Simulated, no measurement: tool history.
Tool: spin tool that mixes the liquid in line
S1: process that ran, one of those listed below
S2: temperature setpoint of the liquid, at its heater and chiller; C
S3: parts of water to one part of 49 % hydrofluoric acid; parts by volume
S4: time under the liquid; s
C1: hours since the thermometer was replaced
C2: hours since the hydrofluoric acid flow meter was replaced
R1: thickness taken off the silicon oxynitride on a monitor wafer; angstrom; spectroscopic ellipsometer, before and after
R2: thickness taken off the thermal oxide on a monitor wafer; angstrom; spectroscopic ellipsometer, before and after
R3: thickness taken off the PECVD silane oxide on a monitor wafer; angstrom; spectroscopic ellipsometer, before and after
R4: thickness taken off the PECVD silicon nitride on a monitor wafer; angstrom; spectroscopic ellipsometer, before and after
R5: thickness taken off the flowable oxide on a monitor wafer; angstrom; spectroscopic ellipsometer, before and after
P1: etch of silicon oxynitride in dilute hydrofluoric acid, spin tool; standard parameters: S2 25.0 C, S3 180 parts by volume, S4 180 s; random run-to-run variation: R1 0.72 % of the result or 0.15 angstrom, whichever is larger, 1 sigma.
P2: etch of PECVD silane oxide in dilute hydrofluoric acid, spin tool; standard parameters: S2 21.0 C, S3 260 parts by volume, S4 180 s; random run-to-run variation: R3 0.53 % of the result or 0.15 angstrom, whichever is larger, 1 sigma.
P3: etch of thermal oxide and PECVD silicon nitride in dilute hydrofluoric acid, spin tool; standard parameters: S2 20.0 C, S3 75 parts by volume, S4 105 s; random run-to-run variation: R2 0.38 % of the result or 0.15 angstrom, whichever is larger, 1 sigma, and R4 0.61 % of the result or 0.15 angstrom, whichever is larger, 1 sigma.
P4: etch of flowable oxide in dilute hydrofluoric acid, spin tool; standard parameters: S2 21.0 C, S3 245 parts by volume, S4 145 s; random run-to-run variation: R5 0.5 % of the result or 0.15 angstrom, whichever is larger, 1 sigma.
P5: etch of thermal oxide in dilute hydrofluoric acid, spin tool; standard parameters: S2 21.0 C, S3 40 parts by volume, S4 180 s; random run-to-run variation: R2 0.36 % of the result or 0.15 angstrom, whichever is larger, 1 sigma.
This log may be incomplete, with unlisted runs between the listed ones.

| run | hour | S1 | S2 | S3 | S4 | C1 | C2 | R1 | R2 | R3 | R4 | R5 |
|---|---|---|---|---|---|---|---|---|---|---|---|---|
| 1 | 7.4 | P1 | 25.0 | 180 | 180 | 303.9 | 339.2 | 38.5260 |  |  |  |  |
| 2 | 18.7 | P1 | 25.0 | 245 | 180 | 315.2 | 350.5 | 26.9110 |  |  |  |  |
| 3 | 30.6 | P1 | 25.0 | 180 | 180 | 327.1 | 362.4 | 38.7860 |  |  |  |  |
| 4 | 40.6 | P1 | 25.0 | 180 | 180 | 337.1 | 372.4 | 38.6960 |  |  |  |  |
| 5 | 46.9 | P5 | 21.0 | 40 | 180 | 343.4 | 378.7 |  | 193.560 |  |  |  |
| 6 | 55.2 | P2 | 21.0 | 105 | 180 | 351.7 | 387.0 |  |  | 510.870 |  |  |
| 7 | 62.4 | P1 | 25.0 | 180 | 325 | 358.9 | 394.2 | 69.8260 |  |  |  |  |
| 8 | 70.6 | P3 | 20.0 | 75 | 45 | 367.1 | 402.4 |  | 23.426 |  | 20.440 |  |
| 9 | 79.6 | P5 | 21.0 | 40 | 40 | 376.1 | 411.4 |  | 42.630 |  |  |  |
| 10 | 92.7 | P1 | 25.0 | 85 | 180 | 389.2 | 424.5 | 87.9900 |  |  |  |  |
| 11 | 105.1 | P3 | 20.0 | 140 | 105 | 401.6 | 436.9 |  | 27.644 |  | 25.329 |  |
| 12 | 118.0 | P4 | 21.0 | 245 | 145 | 414.5 | 449.8 |  |  |  |  | 118.47 |
| 13 | 125.5 | P5 | 29.5 | 40 | 180 | 422.0 | 457.3 |  | 272.300 |  |  |  |
| 14 | 132.7 | P1 | 25.0 | 180 | 20 | 429.2 | 464.5 | 4.2498 |  |  |  |  |
| 15 | 140.9 | P4 | 17.0 | 245 | 145 | 437.4 | 472.7 |  |  |  |  | 101.74 |
| 16 | 149.2 | P2 | 21.0 | 260 | 180 | 445.7 | 481.0 |  |  | 174.940 |  |  |
| 17 | 155.1 | P1 | 25.0 | 180 | 180 | 451.6 | 486.9 | 38.2840 |  |  |  |  |
| 18 | 166.3 | P2 | 21.0 | 260 | 15 | 462.8 | 498.1 |  |  | 14.909 |  |  |
| 19 | 177.9 | P2 | 27.0 | 260 | 180 | 474.4 | 509.7 |  |  | 216.950 |  |  |
| 20 | 186.4 | P4 | 21.0 | 245 | 215 | 482.9 | 518.2 |  |  |  |  | 173.93 |
| 21 | 192.2 | P2 | 21.0 | 260 | 180 | 488.7 | 524.0 |  |  | 176.770 |  |  |
| 22 | 203.7 | P3 | 17.0 | 75 | 105 | 500.2 | 535.5 |  | 48.797 |  | 38.615 |  |
| 23 | 216.3 | P1 | 30.5 | 180 | 15 | 512.8 | 548.1 | 4.1769 |  |  |  |  |
| 24 | 222.3 | P5 | 21.0 | 65 | 180 | 518.8 | 554.1 |  | 115.910 |  |  |  |
| 25 | 231.8 | P1 | 25.0 | 180 | 180 | 528.3 | 563.6 | 38.4120 |  |  |  |  |
| 26 | 239.4 | P3 | 20.0 | 75 | 105 | 535.9 | 571.2 |  | 55.684 |  | 47.443 |  |
| 27 | 247.7 | P1 | 29.0 | 245 | 180 | 544.2 | 579.5 | 31.9200 |  |  |  |  |
| 28 | 254.1 | P1 | 18.5 | 180 | 180 | 550.6 | 585.9 | 28.3220 |  |  |  |  |
| 29 | 266.6 | P4 | 21.0 | 45 | 145 | 563.1 | 598.4 |  |  |  |  | 798.86 |
| 30 | 277.6 | P3 | 20.0 | 75 | 105 | 574.1 | 609.4 |  | 55.751 |  | 47.374 |  |
| 31 | 288.7 | P1 | 28.5 | 180 | 180 | 585.2 | 620.5 | 44.8840 |  |  |  |  |
| 32 | 300.5 | P1 | 25.0 | 180 | 180 | 597.0 | 632.3 | 37.9690 |  |  |  |  |
| 33 | 309.5 | P1 | 25.0 | 180 | 180 | 606.0 | 641.3 | 37.5030 |  |  |  |  |
| 34 | 315.8 | P1 | 25.0 | 180 | 180 | 612.3 | 647.6 | 37.0230 |  |  |  |  |
| 35 | 326.8 | P1 | 25.0 | 180 | 180 | 623.3 | 658.6 | 36.5970 |  |  |  |  |
| 36 | 338.0 | P1 | 25.0 | 180 | 180 | 634.5 | 669.8 | 36.4520 |  |  |  |  |
| 37 | 350.5 | P1 | 25.0 | 180 | 180 | 647.0 | 682.3 | 35.7580 |  |  |  |  |
| 38 | 357.2 | P1 | 25.0 | 180 | 180 | 653.7 | 689.0 | 37.0700 |  |  |  |  |
| 39 | 365.8 | P1 | 25.0 | 180 | 180 | 662.3 | 697.6 | 35.7450 |  |  |  |  |
| 40 | 373.7 | P1 | 25.0 | 180 | 180 | 670.2 | 705.5 | 35.9150 |  |  |  |  |
| 41 | 384.3 | P1 | 25.0 | 180 | 180 | 680.8 | 716.1 | 36.4190 |  |  |  |  |

P1 no longer gives what it gave before; its output has crept away from where it was. The following 2 causes, each at its listed size, fit the log equally well:
A: liquid colder than its thermometer reads (K) = 1.46
B: hydrofluoric acid flow below the setpoint (%) = 5.54
Creep in the process output first set in at about hour 300.5.

You are offered 4 check runs, listed below with question marks in place of their results; each one averages 2 wafers. Which run separates the listed causes by giving clearly different results for each?
| check 1 | 394.9 | P3 | 20.0 | 130 | 105 |  |  |  | ? |  | ? |  |
| check 2 | 394.9 | P4 | 17.0 | 65 | 145 |  |  |  |  |  |  | ? |
| check 3 | 394.9 | P2 | 21.0 | 180 | 20 |  |  |  |  | ? |  |  |
| check 4 | 394.9 | P5 | 21.0 | 65 | 180 |  |  |  | ? |  |  |  |

Expected result of each check under each candidate cause:
| check | result | if A | if B |
|---|---|---|---|
| check 1 | R2 | 28.467 | 28.302 |
| check 1 | R4 | 25.053 | 26.163 |
| check 2 | R5 | 428.43 | 429.35 |
| check 3 | R3 | 28.798 | 28.485 |
| check 4 | R2 | 108.280 | 108.250 |
Smallest distance between any two causes, each pair judged by its most separating result, in per cent: check 1 4.33 %; check 2 0.22 %; check 3 1.09 %; check 4 0.03 %
Check 1 tells the causes apart: in the others they would give nearly the same result.

Then check 1 was run and gave: R2 28.392 angstrom; R4 26.522 angstrom. Which cause is it?

The correct cause is B, namely: hydrofluoric acid flow below the setpoint (%).

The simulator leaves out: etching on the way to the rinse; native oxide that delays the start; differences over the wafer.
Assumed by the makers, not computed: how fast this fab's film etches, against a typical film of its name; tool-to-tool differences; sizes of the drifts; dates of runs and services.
